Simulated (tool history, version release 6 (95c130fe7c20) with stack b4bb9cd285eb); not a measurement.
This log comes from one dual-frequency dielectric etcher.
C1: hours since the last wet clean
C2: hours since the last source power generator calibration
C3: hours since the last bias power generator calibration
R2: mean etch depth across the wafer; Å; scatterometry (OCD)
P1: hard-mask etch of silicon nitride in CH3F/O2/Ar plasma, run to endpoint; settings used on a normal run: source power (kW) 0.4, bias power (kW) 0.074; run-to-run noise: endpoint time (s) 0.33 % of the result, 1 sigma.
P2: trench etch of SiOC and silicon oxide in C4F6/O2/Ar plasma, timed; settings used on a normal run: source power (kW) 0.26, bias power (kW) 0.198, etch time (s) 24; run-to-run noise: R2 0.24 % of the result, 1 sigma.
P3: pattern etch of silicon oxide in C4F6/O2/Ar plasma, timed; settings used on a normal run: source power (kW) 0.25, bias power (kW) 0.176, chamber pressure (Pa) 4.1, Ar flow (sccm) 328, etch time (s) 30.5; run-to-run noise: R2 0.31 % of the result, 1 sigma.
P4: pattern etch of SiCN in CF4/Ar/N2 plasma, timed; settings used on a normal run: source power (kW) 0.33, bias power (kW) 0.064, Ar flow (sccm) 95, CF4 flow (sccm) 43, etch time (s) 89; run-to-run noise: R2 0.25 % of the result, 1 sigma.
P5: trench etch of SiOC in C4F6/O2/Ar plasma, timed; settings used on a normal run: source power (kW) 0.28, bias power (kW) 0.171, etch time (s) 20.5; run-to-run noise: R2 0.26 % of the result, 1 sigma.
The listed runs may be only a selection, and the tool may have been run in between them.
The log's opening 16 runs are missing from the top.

run 17 day=6.333 | process_that_ran=P1 source_power_(kW)=0.4 bias_power_(kW)=0.074 | C1=327.4 C2=1028.1 C3=750.8 | endpoint_time_(s)=63.84
run 18 day=6.579 | process_that_ran=P3 source_power_(kW)=0.2 bias_power_(kW)=0.176 Ar_flow_(sccm)=328 etch_time_(s)=30.5 chamber_pressure_(Pa)=4.1 | C1=333.3 C2=1034 C3=756.7 | R2=716.21
run 19 day=6.9 | process_that_ran=P2 source_power_(kW)=0.16 bias_power_(kW)=0.198 etch_time_(s)=24 | C1=341 C2=1041.7 C3=764.4 | R2=336.66
run 20 day=7.117 | process_that_ran=P2 source_power_(kW)=0.26 bias_power_(kW)=0.198 etch_time_(s)=16.5 | C1=346.2 C2=1046.9 C3=769.6 | R2=279.29
run 21 day=7.433 | process_that_ran=P5 source_power_(kW)=0.34 bias_power_(kW)=0.171 etch_time_(s)=20.5 | C1=353.8 C2=1054.5 C3=777.2 | R2=384.28
run 22 day=7.662 | process_that_ran=P4 source_power_(kW)=0.33 bias_power_(kW)=0.064 Ar_flow_(sccm)=128 CF4_flow_(sccm)=43 etch_time_(s)=89 | C1=359.3 C2=1060 C3=782.7 | R2=498.65
run 23 day=8 | process_that_ran=P1 source_power_(kW)=0.26 bias_power_(kW)=0.05 | C1=367.4 C2=1068.1 C3=790.8 | endpoint_time_(s)=85.608
run 24 day=8.238 | process_that_ran=P1 source_power_(kW)=0.4 bias_power_(kW)=0.074 | C1=373.1 C2=1073.8 C3=796.5 | endpoint_time_(s)=63.782
run 25 day=8.475 | process_that_ran=P3 source_power_(kW)=0.25 bias_power_(kW)=0.233 Ar_flow_(sccm)=328 etch_time_(s)=30.5 chamber_pressure_(Pa)=4.1 | C1=378.8 C2=1079.5 C3=802.2 | R2=854.04
run 26 day=8.833 | process_that_ran=P4 source_power_(kW)=0.33 bias_power_(kW)=0.064 Ar_flow_(sccm)=95 CF4_flow_(sccm)=43 etch_time_(s)=89 | C1=387.4 C2=1088.1 C3=810.8 | R2=526.4
run 27 day=9.046 | process_that_ran=P1 source_power_(kW)=0.4 bias_power_(kW)=0.093 | C1=392.5 C2=1093.2 C3=815.9 | endpoint_time_(s)=58.306
run 28 day=9.492 | process_that_ran=P2 source_power_(kW)=0.26 bias_power_(kW)=0.198 etch_time_(s)=24 | C1=403.2 C2=1103.9 C3=826.6 | R2=407.72
run 29 day=9.746 | process_that_ran=P1 source_power_(kW)=0.26 bias_power_(kW)=0.047 | C1=409.3 C2=1110 C3=832.7 | endpoint_time_(s)=87.253
run 30 day=10.188 | process_that_ran=P5 source_power_(kW)=0.28 bias_power_(kW)=0.171 etch_time_(s)=20.5 | C1=419.9 C2=1120.6 C3=843.3 | R2=356.11
run 31 day=10.4 | process_that_ran=P1 source_power_(kW)=0.4 bias_power_(kW)=0.074 | C1=425 C2=1125.7 C3=848.4 | endpoint_time_(s)=63.49
run 32 day=10.767 | process_that_ran=P1 source_power_(kW)=0.4 bias_power_(kW)=0.074 | C1=433.8 C2=1134.5 C3=857.2 | endpoint_time_(s)=63.699
run 33 day=11.067 | process_that_ran=P1 source_power_(kW)=0.4 bias_power_(kW)=0.074 | C1=441 C2=1141.7 C3=864.4 | endpoint_time_(s)=63.636
run 34 day=11.275 | process_that_ran=P2 source_power_(kW)=0.26 bias_power_(kW)=0.12 etch_time_(s)=24 | C1=446 C2=1146.7 C3=869.4 | R2=347.35
run 35 day=11.612 | process_that_ran=P4 source_power_(kW)=0.33 bias_power_(kW)=0.046 Ar_flow_(sccm)=95 CF4_flow_(sccm)=43 etch_time_(s)=89 | C1=454.1 C2=1154.8 C3=877.5 | R2=466.42
run 36 day=11.983 | process_that_ran=P1 source_power_(kW)=0.33 bias_power_(kW)=0.074 | C1=463 C2=1163.7 C3=886.4 | endpoint_time_(s)=68.79
run 37 day=12.242 | process_that_ran=P1 source_power_(kW)=0.4 bias_power_(kW)=0.074 | C1=469.2 C2=1169.9 C3=892.6 | endpoint_time_(s)=63.53

Forecast run 38:
run 38 day=12.462 | process_that_ran=P1 source_power_(kW)=0.4 bias_power_(kW)=0.074 | C1=474.5 C2=1175.2 C3=897.9 | endpoint_time_(s)=?

endpoint time (s): 63.823

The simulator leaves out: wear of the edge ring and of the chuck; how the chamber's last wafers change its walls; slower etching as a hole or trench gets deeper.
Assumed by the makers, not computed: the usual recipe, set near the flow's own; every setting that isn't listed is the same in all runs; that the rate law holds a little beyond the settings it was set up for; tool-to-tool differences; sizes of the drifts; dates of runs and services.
